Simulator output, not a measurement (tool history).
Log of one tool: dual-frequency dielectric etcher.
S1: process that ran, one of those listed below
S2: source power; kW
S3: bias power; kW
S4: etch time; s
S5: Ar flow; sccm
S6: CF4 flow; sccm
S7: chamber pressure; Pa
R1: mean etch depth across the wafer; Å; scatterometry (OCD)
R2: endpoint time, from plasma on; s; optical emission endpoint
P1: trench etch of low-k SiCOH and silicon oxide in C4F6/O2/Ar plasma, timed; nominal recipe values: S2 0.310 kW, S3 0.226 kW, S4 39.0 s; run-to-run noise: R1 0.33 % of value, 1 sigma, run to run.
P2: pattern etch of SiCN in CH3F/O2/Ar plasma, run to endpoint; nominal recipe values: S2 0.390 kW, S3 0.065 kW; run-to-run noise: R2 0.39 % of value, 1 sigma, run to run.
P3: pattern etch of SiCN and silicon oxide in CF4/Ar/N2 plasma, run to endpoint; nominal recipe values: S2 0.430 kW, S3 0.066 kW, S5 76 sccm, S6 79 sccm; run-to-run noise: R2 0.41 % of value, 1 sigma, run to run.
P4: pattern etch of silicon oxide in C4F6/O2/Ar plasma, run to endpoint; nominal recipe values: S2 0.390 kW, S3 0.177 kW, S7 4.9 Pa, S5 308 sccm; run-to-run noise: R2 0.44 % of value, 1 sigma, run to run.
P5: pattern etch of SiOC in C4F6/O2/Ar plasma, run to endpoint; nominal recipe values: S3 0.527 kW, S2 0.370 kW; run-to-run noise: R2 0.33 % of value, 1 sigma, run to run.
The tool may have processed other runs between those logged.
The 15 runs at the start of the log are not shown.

run    day  S1     S2     S3    S4   S5  S6   S7       R1      R2
 16  2.496  P4  0.390  0.177        308      5.9           16.492
 17  2.667  P3  0.430  0.043         76  79                18.588
 18  2.800  P3  0.430  0.066         76  79                16.392
 19  2.917  P1  0.310  0.226  39.0                1204.60
 20  3.096  P5  0.370  0.405                                9.192
 21  3.279  P1  0.400  0.226  39.0                1330.10
 22  3.408  P1  0.310  0.134  39.0                1021.70
 23  3.554  P4  0.390  0.177        308      4.9           16.241
 24  3.692  P2  0.390  0.052                               29.410
 25  3.846  P1  0.310  0.226  27.5                 852.00
 26  3.988  P1  0.200  0.137  39.0                 871.45
 27  4.125  P1  0.310  0.226  39.0                1208.40
 28  4.321  P1  0.310  0.300  39.0                1331.20
 29  4.475  P3  0.430  0.066         76  79                16.298
 30  4.646  P5  0.370  0.527                                8.326
 31  4.821  P1  0.310  0.226  39.0                1204.50

What will run 32 give?
 32  4.958  P4  0.540  0.177      308      4.9       ?

R2: 14.359 s
